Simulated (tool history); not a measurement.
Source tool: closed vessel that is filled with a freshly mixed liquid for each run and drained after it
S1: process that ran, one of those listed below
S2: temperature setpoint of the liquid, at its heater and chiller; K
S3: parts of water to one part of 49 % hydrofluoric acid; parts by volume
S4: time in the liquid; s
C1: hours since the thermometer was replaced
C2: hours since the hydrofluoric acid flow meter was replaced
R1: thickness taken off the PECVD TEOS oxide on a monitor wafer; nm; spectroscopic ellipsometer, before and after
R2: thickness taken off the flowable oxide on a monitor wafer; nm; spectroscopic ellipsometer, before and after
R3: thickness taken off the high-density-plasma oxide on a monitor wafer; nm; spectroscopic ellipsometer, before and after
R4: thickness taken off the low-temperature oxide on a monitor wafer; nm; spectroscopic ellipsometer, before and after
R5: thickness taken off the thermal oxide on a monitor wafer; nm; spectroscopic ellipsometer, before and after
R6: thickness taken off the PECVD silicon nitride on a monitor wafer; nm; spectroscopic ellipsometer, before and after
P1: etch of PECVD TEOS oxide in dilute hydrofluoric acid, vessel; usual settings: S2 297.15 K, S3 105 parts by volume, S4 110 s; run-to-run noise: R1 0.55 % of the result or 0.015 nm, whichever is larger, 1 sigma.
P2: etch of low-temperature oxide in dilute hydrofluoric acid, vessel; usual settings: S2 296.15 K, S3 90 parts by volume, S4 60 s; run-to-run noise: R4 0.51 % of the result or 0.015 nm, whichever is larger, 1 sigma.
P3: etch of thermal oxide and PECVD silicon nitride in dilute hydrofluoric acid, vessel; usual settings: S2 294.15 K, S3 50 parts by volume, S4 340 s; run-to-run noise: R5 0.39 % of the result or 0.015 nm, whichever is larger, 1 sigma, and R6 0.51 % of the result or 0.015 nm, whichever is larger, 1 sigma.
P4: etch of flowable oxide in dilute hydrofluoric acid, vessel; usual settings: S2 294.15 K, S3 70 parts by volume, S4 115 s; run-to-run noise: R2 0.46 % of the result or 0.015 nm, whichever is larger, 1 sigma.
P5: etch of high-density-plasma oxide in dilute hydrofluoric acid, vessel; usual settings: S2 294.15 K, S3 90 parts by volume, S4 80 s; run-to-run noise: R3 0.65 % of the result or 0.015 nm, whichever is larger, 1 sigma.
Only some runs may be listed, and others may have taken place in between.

Run 1, hour 13.3: S1 P1, S2 297.15 K, S3 105 parts by volume, S4 110 s; C1 628.1; C2 910.9. Result: R1 30.2130 nm.
Run 2, hour 22.1: S1 P1, S2 297.15 K, S3 105 parts by volume, S4 110 s; C1 636.9; C2 919.7. Result: R1 30.1430 nm.
Run 3, hour 33.6: S1 P4, S2 294.15 K, S3 70 parts by volume, S4 60 s; C1 648.4; C2 931.2. Result: R2 30.408 nm.
Run 4, hour 48.6: S1 P5, S2 294.15 K, S3 160 parts by volume, S4 80 s; C1 663.4; C2 946.2. Result: R3 2.1497 nm.
Run 5, hour 60.2: S1 P4, S2 294.15 K, S3 70 parts by volume, S4 115 s; C1 675.0; C2 957.8. Result: R2 58.323 nm.
Run 6, hour 67.5: S1 P1, S2 303.65 K, S3 65 parts by volume, S4 110 s; C1 682.3; C2 965.1. Result: R1 66.0540 nm.
Run 7, hour 77.8: S1 P2, S2 296.15 K, S3 90 parts by volume, S4 30 s; C1 692.6; C2 975.4. Result: R4 4.9008 nm.
Run 8, hour 93.4: S1 P2, S2 296.15 K, S3 125 parts by volume, S4 60 s; C1 708.2; C2 991.0. Result: R4 6.8085 nm.
Run 9, hour 104.1: S1 P5, S2 294.15 K, S3 90 parts by volume, S4 80 s; C1 718.9; C2 1001.7. Result: R3 4.1177 nm.
Run 10, hour 119.6: S1 P2, S2 296.15 K, S3 90 parts by volume, S4 60 s; C1 734.4; C2 1017.2. Result: R4 9.8970 nm.
Run 11, hour 132.2: S1 P3, S2 294.15 K, S3 20 parts by volume, S4 340 s; C1 747.0; C2 1029.8. Result: R5 83.019 nm, R6 22.6270 nm.
Run 12, hour 143.1: S1 P2, S2 290.15 K, S3 90 parts by volume, S4 60 s; C1 757.9; C2 1040.7. Result: R4 7.6117 nm.
Run 13, hour 155.5: S1 P1, S2 297.15 K, S3 185 parts by volume, S4 110 s; C1 770.3; C2 1053.1. Result: R1 15.7090 nm.
Run 14, hour 164.3: S1 P1, S2 293.15 K, S3 105 parts by volume, S4 110 s; C1 779.1; C2 1061.9. Result: R1 25.5280 nm.
Run 15, hour 174.4: S1 P1, S2 297.15 K, S3 60 parts by volume, S4 110 s; C1 789.2; C2 1072.0. Result: R1 55.6200 nm.
Run 16, hour 187.9: S1 P3, S2 290.15 K, S3 50 parts by volume, S4 340 s; C1 802.7; C2 1085.5. Result: R5 26.723 nm, R6 7.1162 nm.
Run 17, hour 198.3: S1 P1, S2 297.15 K, S3 105 parts by volume, S4 110 s; C1 813.1; C2 1095.9. Result: R1 30.4930 nm.
Run 18, hour 214.1: S1 P1, S2 305.15 K, S3 105 parts by volume, S4 110 s; C1 828.9; C2 1111.7. Result: R1 40.7260 nm.
Run 19, hour 227.9: S1 P4, S2 300.15 K, S3 70 parts by volume, S4 115 s; C1 842.7; C2 1125.5. Result: R2 74.333 nm.
Run 20, hour 241.1: S1 P3, S2 294.15 K, S3 50 parts by volume, S4 605 s; C1 855.9; C2 1138.7. Result: R5 56.323 nm, R6 16.6730 nm.
Run 21, hour 254.9: S1 P1, S2 297.15 K, S3 105 parts by volume, S4 110 s; C1 869.7; C2 1152.5. Result: R1 30.0160 nm.
Run 22, hour 263.1: S1 P1, S2 297.15 K, S3 105 parts by volume, S4 30 s; C1 877.9; C2 1160.7. Result: R1 8.2717 nm.
Run 23, hour 272.7: S1 P4, S2 294.15 K, S3 130 parts by volume, S4 115 s; C1 887.5; C2 1170.3. Result: R2 29.461 nm.
Run 24, hour 279.7: S1 P5, S2 294.15 K, S3 90 parts by volume, S4 140 s; C1 894.5; C2 1177.3. Result: R3 7.2840 nm.
Run 25, hour 289.9: S1 P1, S2 297.15 K, S3 105 parts by volume, S4 110 s; C1 904.7; C2 1187.5. Result: R1 30.4960 nm.
Run 26, hour 303.2: S1 P5, S2 290.15 K, S3 90 parts by volume, S4 80 s; C1 918.0; C2 1200.8. Result: R3 3.4869 nm.
Run 27, hour 310.1: S1 P3, S2 294.15 K, S3 50 parts by volume, S4 340 s; C1 924.9; C2 1207.7. Result: R5 31.777 nm, R6 9.3519 nm.
Run 28, hour 320.7: S1 P1, S2 297.15 K, S3 105 parts by volume, S4 195 s; C1 935.5; C2 1218.3. Result: R1 53.5340 nm.
Run 29, hour 333.2: S1 P1, S2 297.15 K, S3 105 parts by volume, S4 110 s; C1 948.0; C2 1230.8. Result: R1 30.1970 nm.
Run 30, hour 340.0: S1 P1, S2 297.15 K, S3 105 parts by volume, S4 110 s; C1 954.8; C2 1237.6. Result: R1 29.4080 nm.
Run 31, hour 347.5: S1 P1, S2 297.15 K, S3 105 parts by volume, S4 110 s; C1 962.3; C2 1245.1. Result: R1 28.2650 nm.
Run 32, hour 358.7: S1 P1, S2 297.15 K, S3 105 parts by volume, S4 110 s; C1 973.5; C2 1256.3. Result: R1 27.8440 nm.
Run 33, hour 371.8: S1 P1, S2 297.15 K, S3 105 parts by volume, S4 110 s; C1 986.6; C2 1269.4. Result: R1 27.3630 nm.
Run 34, hour 384.3: S1 P1, S2 297.15 K, S3 105 parts by volume, S4 110 s; C1 999.1; C2 1281.9. Result: R1 27.5630 nm.
Run 35, hour 392.0: S1 P1, S2 297.15 K, S3 105 parts by volume, S4 110 s; C1 1006.8; C2 1289.6. Result: R1 27.5960 nm.

P1 no longer gives what it gave before; its output has crept away from where it was. The following 2 causes, each at its listed size, fit the log equally well:
A: hydrofluoric acid flow below the setpoint (%) = 7.94
B: liquid colder than its thermometer reads (K) = 2.35
The onset of the drift is placed at about hour 333.2.

Question marks stand in for the results of the 4 check runs listed below, each run on one wafer. Under which run would the listed causes show clearly different results?
Run check 1, hour 399.7: S1 P4, S2 299.65 K, S3 115 parts by volume, S4 115 s. Result: R2 ?.
Run check 2, hour 399.7: S1 P5, S2 294.15 K, S3 120 parts by volume, S4 80 s. Result: R3 ?.
Run check 3, hour 399.7: S1 P2, S2 291.65 K, S3 90 parts by volume, S4 30 s. Result: R4 ?.
Run check 4, hour 399.7: S1 P3, S2 294.15 K, S3 50 parts by volume, S4 550 s. Result: R5 ?, R6 ?.

If the cause were each of the candidates in turn, the checks would give the following:
  check  result     if A     if B
check 1      R2   38.119   38.285
check 2      R3   2.7291   2.7255
check 3      R4   3.7410   3.7101
check 4      R5   47.181   46.619
check 4      R6  14.0050  12.8900
Gap, in per cent, between the two causes that each check separates least, read from the result that separates them most: check 1 0.43 %; check 2 0.13 %; check 3 0.83 %; check 4 8.29 %
Of the check runs offered, only check 4 discriminates between the causes; the rest would read about the same regardless of which cause applies.

Here is what check 4 returned: R5 47.351 nm; R6 13.8570 nm. Which cause is it?

Of the candidate causes, it is A: hydrofluoric acid flow below the setpoint (%).
